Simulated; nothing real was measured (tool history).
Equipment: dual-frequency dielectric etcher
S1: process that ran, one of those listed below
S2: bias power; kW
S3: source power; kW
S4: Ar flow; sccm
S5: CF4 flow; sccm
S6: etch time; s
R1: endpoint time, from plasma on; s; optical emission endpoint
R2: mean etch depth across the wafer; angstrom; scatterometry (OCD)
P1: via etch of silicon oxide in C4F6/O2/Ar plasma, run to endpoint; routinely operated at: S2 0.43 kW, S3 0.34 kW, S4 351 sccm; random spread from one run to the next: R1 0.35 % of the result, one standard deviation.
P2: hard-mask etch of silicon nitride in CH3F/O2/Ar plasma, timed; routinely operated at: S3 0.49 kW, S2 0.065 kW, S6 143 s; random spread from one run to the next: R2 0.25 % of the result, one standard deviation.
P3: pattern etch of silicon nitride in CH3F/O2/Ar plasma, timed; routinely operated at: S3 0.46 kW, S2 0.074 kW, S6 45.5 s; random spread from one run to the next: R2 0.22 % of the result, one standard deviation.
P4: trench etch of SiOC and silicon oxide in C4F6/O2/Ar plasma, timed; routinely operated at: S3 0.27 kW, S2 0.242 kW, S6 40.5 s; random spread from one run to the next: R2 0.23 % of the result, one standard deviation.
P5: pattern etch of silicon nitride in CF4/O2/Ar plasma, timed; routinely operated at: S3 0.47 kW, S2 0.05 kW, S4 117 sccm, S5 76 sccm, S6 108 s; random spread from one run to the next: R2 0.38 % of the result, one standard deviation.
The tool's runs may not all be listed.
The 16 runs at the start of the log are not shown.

run 17 hour=87.6 | S1=P1 S2=0.61 S3=0.34 S4=351 | R1=32.134
run 18 hour=93.4 | S1=P1 S2=0.43 S3=0.45 S4=351 | R1=33.293
run 19 hour=98 | S1=P5 S2=0.05 S3=0.47 S4=92 S5=76 S6=108 | R2=1884.5
run 20 hour=104.3 | S1=P1 S2=0.43 S3=0.34 S4=351 | R1=36.589
run 21 hour=107.9 | S1=P4 S2=0.242 S3=0.19 S6=40.5 | R2=675.56
run 22 hour=112.4 | S1=P2 S2=0.065 S3=0.36 S6=143 | R2=897.49
run 23 hour=117.3 | S1=P1 S2=0.43 S3=0.34 S4=276 | R1=36.058
run 24 hour=121.4 | S1=P1 S2=0.308 S3=0.23 S4=351 | R1=48.157
run 25 hour=126.5 | S1=P2 S2=0.065 S3=0.49 S6=143 | R2=1006.6
run 26 hour=132.3 | S1=P3 S2=0.074 S3=0.46 S6=45.5 | R2=341.74
run 27 hour=135.4 | S1=P4 S2=0.242 S3=0.27 S6=23.5 | R2=449.32
run 28 hour=138.3 | S1=P1 S2=0.342 S3=0.34 S4=351 | R1=39.87
run 29 hour=142.3 | S1=P5 S2=0.034 S3=0.47 S4=117 S5=76 S6=108 | R2=1572
run 30 hour=146.1 | S1=P5 S2=0.05 S3=0.47 S4=117 S5=76 S6=108 | R2=1830.6
run 31 hour=152.6 | S1=P2 S2=0.065 S3=0.49 S6=99 | R2=698.86
run 32 hour=156 | S1=P1 S2=0.43 S3=0.34 S4=351 | R1=36.844
run 33 hour=160.4 | S1=P1 S2=0.43 S3=0.34 S4=351 | R1=36.611
run 34 hour=166.4 | S1=P1 S2=0.43 S3=0.34 S4=351 | R1=36.171
run 35 hour=171.2 | S1=P1 S2=0.43 S3=0.34 S4=351 | R1=36.047
-- hour=174.8 Ar flow controller replaced
run 36 hour=177.4 | S1=P1 S2=0.43 S3=0.34 S4=351 | R1=36.366
run 37 hour=183.6 | S1=P1 S2=0.43 S3=0.34 S4=351 | R1=36.116

Run 38, settings as shown, results not yet in. Your forecast:
-- hour=187.7 wet clean of the chamber
run 38 hour=190.1 | S1=P1 S2=0.43 S3=0.34 S4=351 | R1=?

Logged for run 38: R1 36.288 s.
